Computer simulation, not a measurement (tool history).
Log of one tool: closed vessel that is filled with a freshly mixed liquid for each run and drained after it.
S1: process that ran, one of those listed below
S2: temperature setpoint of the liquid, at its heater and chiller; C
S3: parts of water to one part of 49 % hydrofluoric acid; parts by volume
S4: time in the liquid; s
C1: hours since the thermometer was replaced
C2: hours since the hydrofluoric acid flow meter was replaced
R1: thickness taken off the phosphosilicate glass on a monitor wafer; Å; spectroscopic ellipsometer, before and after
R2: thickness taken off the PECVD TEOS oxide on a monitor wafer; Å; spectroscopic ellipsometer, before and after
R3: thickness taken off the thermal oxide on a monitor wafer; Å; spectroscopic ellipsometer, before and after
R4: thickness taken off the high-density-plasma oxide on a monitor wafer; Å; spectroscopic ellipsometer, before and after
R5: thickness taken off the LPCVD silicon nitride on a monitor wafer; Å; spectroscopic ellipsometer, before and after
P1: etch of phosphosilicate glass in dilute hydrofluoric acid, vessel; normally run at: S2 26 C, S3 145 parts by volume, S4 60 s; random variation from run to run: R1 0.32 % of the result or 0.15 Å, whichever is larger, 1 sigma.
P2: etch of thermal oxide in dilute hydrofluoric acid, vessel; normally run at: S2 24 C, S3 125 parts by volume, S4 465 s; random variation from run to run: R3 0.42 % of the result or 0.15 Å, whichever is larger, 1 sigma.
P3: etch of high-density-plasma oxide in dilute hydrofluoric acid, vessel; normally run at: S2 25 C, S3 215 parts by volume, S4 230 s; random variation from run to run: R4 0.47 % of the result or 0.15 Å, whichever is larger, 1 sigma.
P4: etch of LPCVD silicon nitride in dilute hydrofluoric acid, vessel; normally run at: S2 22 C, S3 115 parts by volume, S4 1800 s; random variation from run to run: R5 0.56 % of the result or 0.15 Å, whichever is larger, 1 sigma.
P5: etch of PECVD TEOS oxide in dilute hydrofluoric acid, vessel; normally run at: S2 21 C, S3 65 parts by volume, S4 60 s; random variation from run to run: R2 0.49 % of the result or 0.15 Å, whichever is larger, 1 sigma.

{"run": 1, "hour": 5.8, "S1": "P1", "S2": 26, "S3": 145, "S4": 60, "C1": 122.1, "C2": 390.0, "R1": 675.56}
{"run": 2, "hour": 12.7, "S1": "P1", "S2": 26, "S3": 200, "S4": 60, "C1": 129.0, "C2": 396.9, "R1": 459.95}
{"run": 3, "hour": 20.1, "S1": "P5", "S2": 21, "S3": 65, "S4": 30, "C1": 136.4, "C2": 404.3, "R2": 72.623}
{"run": 4, "hour": 28.0, "S1": "P1", "S2": 33, "S3": 145, "S4": 60, "C1": 144.3, "C2": 412.2, "R1": 875.1}
{"run": 5, "hour": 37.4, "S1": "P2", "S2": 31, "S3": 125, "S4": 465, "C1": 153.7, "C2": 421.6, "R3": 213.1}
{"run": 6, "hour": 43.9, "S1": "P3", "S2": 25, "S3": 65, "S4": 230, "C1": 160.2, "C2": 428.1, "R4": 194.02}
{"run": 7, "hour": 49.2, "S1": "P5", "S2": 17, "S3": 65, "S4": 60, "C1": 165.5, "C2": 433.4, "R2": 122.91}
{"run": 8, "hour": 55.4, "S1": "P1", "S2": 19, "S3": 145, "S4": 60, "C1": 171.7, "C2": 439.6, "R1": 517.55}
{"run": 9, "hour": 61.8, "S1": "P1", "S2": 26, "S3": 145, "S4": 60, "C1": 178.1, "C2": 446.0, "R1": 680.9}
{"run": 10, "hour": 68.4, "S1": "P1", "S2": 26, "S3": 145, "S4": 60, "C1": 184.7, "C2": 452.6, "R1": 680.56}
{"run": 11, "hour": 78.6, "S1": "P2", "S2": 24, "S3": 65, "S4": 465, "C1": 194.9, "C2": 462.8, "R3": 342.05}
{"run": 12, "hour": 90.0, "S1": "P4", "S2": 22, "S3": 115, "S4": 1800, "C1": 206.3, "C2": 474.2, "R5": 82.731}
{"run": 13, "hour": 98.9, "S1": "P1", "S2": 26, "S3": 145, "S4": 60, "C1": 215.2, "C2": 483.1, "R1": 679.32}
{"run": 14, "hour": 107.3, "S1": "P4", "S2": 22, "S3": 20, "S4": 1800, "C1": 223.6, "C2": 491.5, "R5": 457.37}
{"run": 15, "hour": 119.2, "S1": "P4", "S2": 22, "S3": 115, "S4": 225, "C1": 235.5, "C2": 503.4, "R5": 10.034}
{"run": 16, "hour": 129.1, "S1": "P1", "S2": 26, "S3": 145, "S4": 60, "C1": 245.4, "C2": 513.3, "R1": 679.67}
{"run": 17, "hour": 137.5, "S1": "P3", "S2": 17, "S3": 215, "S4": 230, "C1": 253.8, "C2": 521.7, "R4": 36.319}
{"run": 18, "hour": 149.4, "S1": "P5", "S2": 21, "S3": 65, "S4": 60, "C1": 265.7, "C2": 533.6, "R2": 145.72}
{"run": 19, "hour": 160.0, "S1": "P1", "S2": 32, "S3": 215, "S4": 60, "C1": 276.3, "C2": 544.2, "R1": 519.4}
{"run": 20, "hour": 168.0, "S1": "P1", "S2": 26, "S3": 60, "S4": 60, "C1": 284.3, "C2": 552.2, "R1": 1837.9}
{"run": 21, "hour": 177.6, "S1": "P3", "S2": 25, "S3": 215, "S4": 230, "C1": 293.9, "C2": 561.8, "R4": 48.371}
{"run": 22, "hour": 188.2, "S1": "P1", "S2": 26, "S3": 225, "S4": 30, "C1": 304.5, "C2": 572.4, "R1": 199.56}
{"run": 23, "hour": 198.5, "S1": "P2", "S2": 24, "S3": 125, "S4": 30, "C1": 314.8, "C2": 582.7, "R3": 10.584}
{"run": 24, "hour": 208.3, "S1": "P1", "S2": 26, "S3": 145, "S4": 30, "C1": 324.6, "C2": 592.5, "R1": 340.74}
{"run": 25, "hour": 214.9, "S1": "P1", "S2": 26, "S3": 145, "S4": 60, "C1": 331.2, "C2": 599.1, "R1": 679.85}
{"run": 26, "hour": 224.8, "S1": "P1", "S2": 26, "S3": 145, "S4": 100, "C1": 341.1, "C2": 609.0, "R1": 1130.7}
{"run": 27, "hour": 235.7, "S1": "P3", "S2": 25, "S3": 215, "S4": 455, "C1": 352.0, "C2": 619.9, "R4": 96.721}
{"run": 28, "hour": 243.9, "S1": "P4", "S2": 17, "S3": 115, "S4": 1800, "C1": 360.2, "C2": 628.1, "R5": 59.497}
{"run": 29, "hour": 249.2, "S1": "P5", "S2": 21, "S3": 40, "S4": 60, "C1": 365.5, "C2": 633.4, "R2": 244.13}
{"run": 30, "hour": 254.7, "S1": "P5", "S2": 21, "S3": 65, "S4": 60, "C1": 371.0, "C2": 638.9, "R2": 144.98}
{"run": 31, "hour": 262.0, "S1": "P4", "S2": 22, "S3": 115, "S4": 1800, "C1": 378.3, "C2": 646.2, "R5": 83.319}
{"run": 32, "hour": 267.4, "S1": "P2", "S2": 24, "S3": 125, "S4": 465, "C1": 383.7, "C2": 651.6, "R3": 164.02}
{"run": 33, "hour": 273.9, "S1": "P1", "S2": 26, "S3": 145, "S4": 60, "C1": 390.2, "C2": 658.1, "R1": 678.33}
{"run": 34, "hour": 286.0, "S1": "P1", "S2": 26, "S3": 145, "S4": 60, "C1": 402.3, "C2": 670.2, "R1": 703.54}
{"run": 35, "hour": 292.2, "S1": "P1", "S2": 26, "S3": 145, "S4": 60, "C1": 408.5, "C2": 676.4, "R1": 702.16}
{"run": 36, "hour": 297.7, "S1": "P1", "S2": 26, "S3": 145, "S4": 60, "C1": 414.0, "C2": 681.9, "R1": 715.59}
{"run": 37, "hour": 308.1, "S1": "P1", "S2": 26, "S3": 145, "S4": 60, "C1": 424.4, "C2": 692.3, "R1": 719.6}
{"run": 38, "hour": 314.2, "S1": "P1", "S2": 26, "S3": 145, "S4": 60, "C1": 430.5, "C2": 698.4, "R1": 716.55}
{"run": 39, "hour": 322.2, "S1": "P1", "S2": 26, "S3": 145, "S4": 60, "C1": 438.5, "C2": 706.4, "R1": 722.61}
{"run": 40, "hour": 328.8, "S1": "P1", "S2": 26, "S3": 145, "S4": 60, "C1": 445.1, "C2": 713.0, "R1": 722.98}
{"run": 41, "hour": 336.4, "S1": "P1", "S2": 26, "S3": 145, "S4": 60, "C1": 452.7, "C2": 720.6, "R1": 723.83}
{"run": 42, "hour": 342.2, "S1": "P1", "S2": 26, "S3": 145, "S4": 60, "C1": 458.5, "C2": 726.4, "R1": 724.69}
{"run": 43, "hour": 354.2, "S1": "P1", "S2": 26, "S3": 145, "S4": 60, "C1": 470.5, "C2": 738.4, "R1": 724.34}

What P1 gives has crept away from where it was. These 2 causes fit the log equally well, each at the size given:
A: liquid hotter than its thermometer reads (K) = 1.78
B: hydrofluoric acid flow above the setpoint (%) = 5.81
The creep began at about hour 273.9.

4 check runs are offered, one wafer each, their results left as question marks. Which one tells the causes apart?
{"run": "check 1", "hour": 366.2, "S1": "P5", "S2": 21.0, "S3": 65, "S4": 30, "R2": "?"}
{"run": "check 2", "hour": 366.2, "S1": "P3", "S2": 25.0, "S3": 120, "S4": 230, "R4": "?"}
{"run": "check 3", "hour": 366.2, "S1": "P4", "S2": 17.5, "S3": 115, "S4": 865, "R5": "?"}
{"run": "check 4", "hour": 366.2, "S1": "P2", "S2": 30.0, "S3": 125, "S4": 465, "R3": "?"}

What each check would give under each cause:
check=check_1 result=R2 if_A=78.171 if_B=77.172
check=check_2 result=R4 if_A=104.950 if_B=104.570
check=check_3 result=R5 if_A=33.291 if_B=31.120
check=check_4 result=R3 if_A=220.310 if_B=220.540
How far apart the two closest causes lie, in the result that separates them most: check 1 1.29 %; check 2 0.37 %; check 3 6.74 %; check 4 0.11 %
Only check 3 tells the causes apart: in the others they would give nearly the same result.

Check 3 was then run and gave: R5 33.242 Å. Which cause is it?

It is A: liquid hotter than its thermometer reads (K).

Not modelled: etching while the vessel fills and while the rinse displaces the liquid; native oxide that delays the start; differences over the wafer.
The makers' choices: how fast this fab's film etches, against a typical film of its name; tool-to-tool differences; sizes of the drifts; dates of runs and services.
